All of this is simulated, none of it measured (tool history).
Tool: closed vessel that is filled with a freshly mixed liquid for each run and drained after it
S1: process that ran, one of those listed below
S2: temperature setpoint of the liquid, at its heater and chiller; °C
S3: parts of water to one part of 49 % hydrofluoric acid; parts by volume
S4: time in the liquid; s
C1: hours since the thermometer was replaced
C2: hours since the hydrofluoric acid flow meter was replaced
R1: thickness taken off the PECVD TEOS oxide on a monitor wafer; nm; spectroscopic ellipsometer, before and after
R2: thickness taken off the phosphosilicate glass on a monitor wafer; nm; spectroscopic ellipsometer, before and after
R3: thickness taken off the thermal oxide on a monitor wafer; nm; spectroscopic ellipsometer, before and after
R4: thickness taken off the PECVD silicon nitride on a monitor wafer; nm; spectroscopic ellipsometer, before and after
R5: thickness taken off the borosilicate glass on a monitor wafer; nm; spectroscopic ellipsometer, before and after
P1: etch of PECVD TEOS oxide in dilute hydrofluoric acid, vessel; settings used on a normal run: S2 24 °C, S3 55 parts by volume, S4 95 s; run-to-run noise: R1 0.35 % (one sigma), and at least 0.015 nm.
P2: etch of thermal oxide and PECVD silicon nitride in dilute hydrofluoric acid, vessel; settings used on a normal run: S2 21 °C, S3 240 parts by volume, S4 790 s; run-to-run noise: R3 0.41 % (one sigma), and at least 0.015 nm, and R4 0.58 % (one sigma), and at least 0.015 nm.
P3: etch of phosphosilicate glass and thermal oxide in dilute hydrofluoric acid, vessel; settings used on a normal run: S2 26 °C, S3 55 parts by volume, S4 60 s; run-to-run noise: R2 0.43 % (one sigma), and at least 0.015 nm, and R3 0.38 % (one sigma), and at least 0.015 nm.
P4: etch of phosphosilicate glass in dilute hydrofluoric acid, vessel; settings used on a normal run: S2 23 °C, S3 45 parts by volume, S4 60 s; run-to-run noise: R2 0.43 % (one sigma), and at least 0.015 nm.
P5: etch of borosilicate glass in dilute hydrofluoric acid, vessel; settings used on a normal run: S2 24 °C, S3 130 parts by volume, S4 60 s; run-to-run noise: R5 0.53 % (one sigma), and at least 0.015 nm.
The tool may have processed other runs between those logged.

run 1 hour=8.2 | S1=P1 S2=24 S3=55 S4=95 | C1=345 C2=512.8 | R1=33.964
run 2 hour=15.1 | S1=P4 S2=23 S3=20 S4=60 | C1=351.9 C2=519.7 | R2=451.69
run 3 hour=20.2 | S1=P1 S2=24 S3=55 S4=95 | C1=357 C2=524.8 | R1=33.854
run 4 hour=24.3 | S1=P3 S2=26 S3=55 S4=85 | C1=361.1 C2=528.9 | R2=127 R3=8.6057
run 5 hour=30.6 | S1=P2 S2=21 S3=435 S4=790 | C1=367.4 C2=535.2 | R3=5.739 R4=3.6276
run 6 hour=34.5 | S1=P1 S2=24 S3=75 S4=155 | C1=371.3 C2=539.1 | R1=39.783
run 7 hour=38.3 | S1=P3 S2=30 S3=55 S4=60 | C1=375.1 C2=542.9 | R2=106.09 R3=7.1717
run 8 hour=43.8 | S1=P3 S2=26 S3=105 S4=60 | C1=380.6 C2=548.4 | R2=44.055 R3=2.9897
run 9 hour=49.8 | S1=P3 S2=26 S3=55 S4=60 | C1=386.6 C2=554.4 | R2=89.919 R3=6.0557
run 10 hour=53.8 | S1=P1 S2=24 S3=55 S4=95 | C1=390.6 C2=558.4 | R1=33.707
run 11 hour=59.4 | S1=P1 S2=24 S3=55 S4=95 | C1=396.2 C2=564 | R1=33.983
run 12 hour=65.6 | S1=P4 S2=23 S3=45 S4=30 | C1=402.4 C2=570.2 | R2=97.301
run 13 hour=72.5 | S1=P3 S2=26 S3=55 S4=60 | C1=409.3 C2=577.1 | R2=90.636 R3=6.0861
run 14 hour=77.8 | S1=P1 S2=17 S3=55 S4=95 | C1=414.6 C2=582.4 | R1=25.501
run 15 hour=83 | S1=P2 S2=29 S3=240 S4=790 | C1=419.8 C2=587.6 | R3=16.422 R4=10.624
run 16 hour=87.5 | S1=P4 S2=19 S3=45 S4=60 | C1=424.3 C2=592.1 | R2=163.01
run 17 hour=93.6 | S1=P1 S2=29 S3=55 S4=95 | C1=430.4 C2=598.2 | R1=41.393
run 18 hour=100.6 | S1=P1 S2=24 S3=85 S4=95 | C1=437.4 C2=605.2 | R1=21.014
run 19 hour=107.6 | S1=P5 S2=24 S3=130 S4=115 | C1=444.4 C2=612.2 | R5=26.968
run 20 hour=113.3 | S1=P2 S2=21 S3=240 S4=790 | C1=450.1 C2=617.9 | R3=12.431 R4=6.4086
run 21 hour=117.8 | S1=P1 S2=24 S3=55 S4=30 | C1=454.6 C2=622.4 | R1=10.737
run 22 hour=123.6 | S1=P5 S2=31.5 S3=130 S4=60 | C1=460.4 C2=628.2 | R5=18.656
run 23 hour=130.9 | S1=P1 S2=24 S3=55 S4=95 | C1=467.7 C2=635.5 | R1=33.908
run 24 hour=136.5 | S1=P1 S2=24 S3=20 S4=95 | C1=473.3 C2=641.1 | R1=97.249
run 25 hour=142.3 | S1=P4 S2=23 S3=45 S4=60 | C1=479.1 C2=646.9 | R2=193.8
run 26 hour=147.6 | S1=P1 S2=24 S3=55 S4=95 | C1=484.4 C2=652.2 | R1=33.766
run 27 hour=154.3 | S1=P1 S2=24 S3=55 S4=185 | C1=491.1 C2=658.9 | R1=66.189
run 28 hour=158.6 | S1=P5 S2=24 S3=130 S4=60 | C1=495.4 C2=663.2 | R5=14.31
run 29 hour=165.5 | S1=P2 S2=21 S3=240 S4=320 | C1=502.3 C2=670.1 | R3=5.0519 R4=2.6252
run 30 hour=171.8 | S1=P5 S2=24 S3=60 S4=60 | C1=508.6 C2=676.4 | R5=33.883
run 31 hour=179.2 | S1=P1 S2=24 S3=55 S4=95 | C1=516 C2=683.8 | R1=33.892
run 32 hour=187.3 | S1=P1 S2=24 S3=55 S4=95 | C1=524.1 C2=691.9 | R1=32.601
run 33 hour=192.5 | S1=P1 S2=24 S3=55 S4=95 | C1=529.3 C2=697.1 | R1=32.324

Run 34 is up next; what results do you expect?
run 34 hour=199.7 | S1=P1 S2=24 S3=55 S4=95 | C1=536.5 C2=704.3 | R1=?

{"run 34": {"R1": 32.135}}
